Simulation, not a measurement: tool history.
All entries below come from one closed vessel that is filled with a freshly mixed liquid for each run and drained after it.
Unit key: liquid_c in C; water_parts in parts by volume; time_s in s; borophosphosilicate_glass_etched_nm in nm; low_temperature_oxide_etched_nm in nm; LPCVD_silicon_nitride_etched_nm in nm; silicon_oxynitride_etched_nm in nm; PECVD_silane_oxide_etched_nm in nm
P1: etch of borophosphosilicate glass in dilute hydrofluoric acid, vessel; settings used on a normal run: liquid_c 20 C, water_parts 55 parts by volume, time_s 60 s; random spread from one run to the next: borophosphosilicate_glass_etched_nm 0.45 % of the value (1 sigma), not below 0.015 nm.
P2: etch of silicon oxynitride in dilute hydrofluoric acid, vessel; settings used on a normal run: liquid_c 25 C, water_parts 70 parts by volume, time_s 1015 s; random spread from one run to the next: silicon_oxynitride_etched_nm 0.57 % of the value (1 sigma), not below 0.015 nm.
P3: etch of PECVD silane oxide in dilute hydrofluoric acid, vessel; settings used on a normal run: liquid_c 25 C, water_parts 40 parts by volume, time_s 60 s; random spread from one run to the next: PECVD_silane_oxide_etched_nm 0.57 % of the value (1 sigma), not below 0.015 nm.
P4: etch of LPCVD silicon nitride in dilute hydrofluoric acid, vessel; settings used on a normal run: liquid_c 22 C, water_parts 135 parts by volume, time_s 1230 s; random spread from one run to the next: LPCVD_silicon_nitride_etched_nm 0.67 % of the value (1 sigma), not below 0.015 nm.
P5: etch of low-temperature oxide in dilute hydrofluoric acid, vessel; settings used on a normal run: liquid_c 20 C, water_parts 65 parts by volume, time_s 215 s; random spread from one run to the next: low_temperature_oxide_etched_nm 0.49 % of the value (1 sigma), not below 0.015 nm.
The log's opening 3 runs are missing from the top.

run,day,process,liquid_c,water_parts,time_s,hours since the thermometer was replaced,hours since the hydrofluoric acid flow meter was replaced,borophosphosilicate_glass_etched_nm,low_temperature_oxide_etched_nm,LPCVD_silicon_nitride_etched_nm,silicon_oxynitride_etched_nm,PECVD_silane_oxide_etched_nm
4,0.85,P4,17,135,1230,556.6,553.3,,,2.9622,,
5,1.1,P2,25,130,1015,562.6,559.3,,,,11.696,
6,1.383,P5,20,65,215,569.4,566.1,,42.482,,,
7,1.571,P1,20,30,60,573.9,570.6,159.85,,,,
8,1.85,P1,20,55,60,580.6,577.3,84.865,,,,
9,2.062,P2,25,70,1015,585.7,582.4,,,,23.079,
10,2.267,P1,20,55,60,590.6,587.3,85.321,,,,
11,2.562,P3,19.5,40,60,597.7,594.4,,,,,67.018
12,2.762,P1,20,55,60,602.5,599.2,84.984,,,,
13,2.992,P1,20,85,60,608,604.7,53.048,,,,
14,3.192,P1,20,55,30,612.8,609.5,42.482,,,,
15,3.362,P1,25,55,60,616.9,613.6,103.91,,,,
16,3.588,P1,23,30,60,622.3,619,181.48,,,,
17,3.721,P1,17,55,60,625.5,622.2,75.315,,,,
18,4.021,P3,25,40,30,632.7,629.4,,,,,42.545
19,4.271,P4,22,135,510,638.7,635.4,,,1.6915,,
20,4.433,P3,25,40,60,642.6,639.3,,,,,84.997
# day 4.542: hydrofluoric acid flow meter replaced
21,4.612,P4,22,250,1230,646.9,1.7,,,2.2605,,
22,4.904,P1,17,55,30,653.9,8.7,37.376,,,,
23,5.117,P1,20,75,110,659,13.8,111.64,,,,
24,5.288,P3,25,20,60,663.1,17.9,,,,,174.99

What will run 25 give?
25,5.529,P5,20,40,215,668.9,23.7,,?,,,

For run 25 the tool returned low_temperature_oxide_etched_nm 70.974 nm.
